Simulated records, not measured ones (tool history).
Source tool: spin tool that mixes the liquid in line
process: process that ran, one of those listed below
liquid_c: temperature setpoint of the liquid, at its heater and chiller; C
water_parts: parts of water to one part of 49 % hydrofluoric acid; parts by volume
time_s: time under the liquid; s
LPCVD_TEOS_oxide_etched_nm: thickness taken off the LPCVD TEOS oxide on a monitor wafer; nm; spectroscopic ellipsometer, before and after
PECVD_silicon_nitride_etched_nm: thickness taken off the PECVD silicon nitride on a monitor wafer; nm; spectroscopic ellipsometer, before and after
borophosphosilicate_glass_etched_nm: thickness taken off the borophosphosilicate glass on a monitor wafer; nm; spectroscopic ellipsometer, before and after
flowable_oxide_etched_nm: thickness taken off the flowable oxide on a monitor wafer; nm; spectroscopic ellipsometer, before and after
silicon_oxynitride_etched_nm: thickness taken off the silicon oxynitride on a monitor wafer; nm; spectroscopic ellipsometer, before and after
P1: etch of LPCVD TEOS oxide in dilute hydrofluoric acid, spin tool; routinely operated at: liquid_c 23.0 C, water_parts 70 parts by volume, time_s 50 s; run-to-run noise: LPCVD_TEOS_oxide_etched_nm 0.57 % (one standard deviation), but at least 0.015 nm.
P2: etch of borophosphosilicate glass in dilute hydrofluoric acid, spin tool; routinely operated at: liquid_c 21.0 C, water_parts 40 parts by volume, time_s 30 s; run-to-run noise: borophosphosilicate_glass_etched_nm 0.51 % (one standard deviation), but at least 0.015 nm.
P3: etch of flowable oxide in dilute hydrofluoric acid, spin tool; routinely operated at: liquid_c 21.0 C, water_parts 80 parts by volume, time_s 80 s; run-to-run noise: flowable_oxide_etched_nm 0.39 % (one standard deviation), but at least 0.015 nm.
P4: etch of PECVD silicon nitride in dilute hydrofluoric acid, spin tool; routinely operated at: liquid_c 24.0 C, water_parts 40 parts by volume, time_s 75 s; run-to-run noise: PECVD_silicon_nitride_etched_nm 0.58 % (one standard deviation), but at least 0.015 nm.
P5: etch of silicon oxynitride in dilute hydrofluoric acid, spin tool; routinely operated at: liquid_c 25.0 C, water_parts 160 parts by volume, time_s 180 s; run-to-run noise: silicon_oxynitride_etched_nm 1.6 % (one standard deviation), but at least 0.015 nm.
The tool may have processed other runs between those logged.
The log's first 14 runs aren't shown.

| run | hour | process | liquid_c | water_parts | time_s | hours since the thermometer was replaced | hours since the hydrofluoric acid flow meter was replaced | LPCVD_TEOS_oxide_etched_nm | PECVD_silicon_nitride_etched_nm | borophosphosilicate_glass_etched_nm | flowable_oxide_etched_nm | silicon_oxynitride_etched_nm |
|---|---|---|---|---|---|---|---|---|---|---|---|---|
| 15 | 111.8 | P3 | 21.0 | 80 | 135 | 1338.3 | 1634.8 |  |  |  | 69.367 |  |
|  | 116.5 | hydrofluoric acid flow meter replaced |
| 16 | 122.0 | P2 | 21.0 | 20 | 30 | 1348.5 | 5.5 |  |  | 117.900 |  |  |
| 17 | 131.6 | P1 | 31.0 | 95 | 50 | 1358.1 | 15.1 | 33.073 |  |  |  |  |
| 18 | 139.0 | P5 | 25.0 | 160 | 20 | 1365.5 | 22.5 |  |  |  |  | 0.1907 |
| 19 | 145.3 | P5 | 25.0 | 160 | 180 | 1371.8 | 28.8 |  |  |  |  | 1.6417 |
| 20 | 152.8 | P3 | 21.0 | 130 | 80 | 1379.3 | 36.3 |  |  |  | 23.976 |  |
| 21 | 158.8 | P5 | 25.0 | 235 | 180 | 1385.3 | 42.3 |  |  |  |  | 1.0893 |
| 22 | 168.1 | P1 | 23.0 | 120 | 50 | 1394.6 | 51.6 | 18.657 |  |  |  |  |
| 23 | 175.5 | P1 | 23.0 | 70 | 50 | 1402.0 | 59.0 | 33.942 |  |  |  |  |
| 24 | 183.0 | P1 | 23.0 | 20 | 50 | 1409.5 | 66.5 | 126.750 |  |  |  |  |
| 25 | 189.3 | P2 | 17.0 | 40 | 30 | 1415.8 | 72.8 |  |  | 48.533 |  |  |
| 26 | 198.1 | P5 | 19.5 | 160 | 180 | 1424.6 | 81.6 |  |  |  |  | 1.2303 |
| 27 | 203.9 | P3 | 21.0 | 80 | 80 | 1430.4 | 87.4 |  |  |  | 41.391 |  |
| 28 | 211.3 | P1 | 23.0 | 70 | 100 | 1437.8 | 94.8 | 67.646 |  |  |  |  |
| 29 | 216.8 | P1 | 23.0 | 70 | 50 | 1443.3 | 100.3 | 33.572 |  |  |  |  |
| 30 | 222.5 | P1 | 23.0 | 70 | 15 | 1449.0 | 106.0 | 10.165 |  |  |  |  |
| 31 | 228.5 | P3 | 21.0 | 80 | 80 | 1455.0 | 112.0 |  |  |  | 40.839 |  |
| 32 | 235.2 | P4 | 24.0 | 40 | 75 | 1461.7 | 118.7 |  | 4.3311 |  |  |  |
| 33 | 242.4 | P5 | 25.0 | 160 | 180 | 1468.9 | 125.9 |  |  |  |  | 1.6245 |
| 34 | 251.0 | P1 | 23.0 | 70 | 50 | 1477.5 | 134.5 | 33.751 |  |  |  |  |
| 35 | 257.3 | P1 | 23.0 | 70 | 50 | 1483.8 | 140.8 | 32.865 |  |  |  |  |
| 36 | 265.3 | P1 | 23.0 | 70 | 50 | 1491.8 | 148.8 | 31.884 |  |  |  |  |

Expected results for the next run?
| 37 | 272.1 | P1 | 23.0 | 70 | 50 | 1498.6 | 155.6 | ? |  |  |  |  |

Run 37 came out at LPCVD_TEOS_oxide_etched_nm 31.782 nm.

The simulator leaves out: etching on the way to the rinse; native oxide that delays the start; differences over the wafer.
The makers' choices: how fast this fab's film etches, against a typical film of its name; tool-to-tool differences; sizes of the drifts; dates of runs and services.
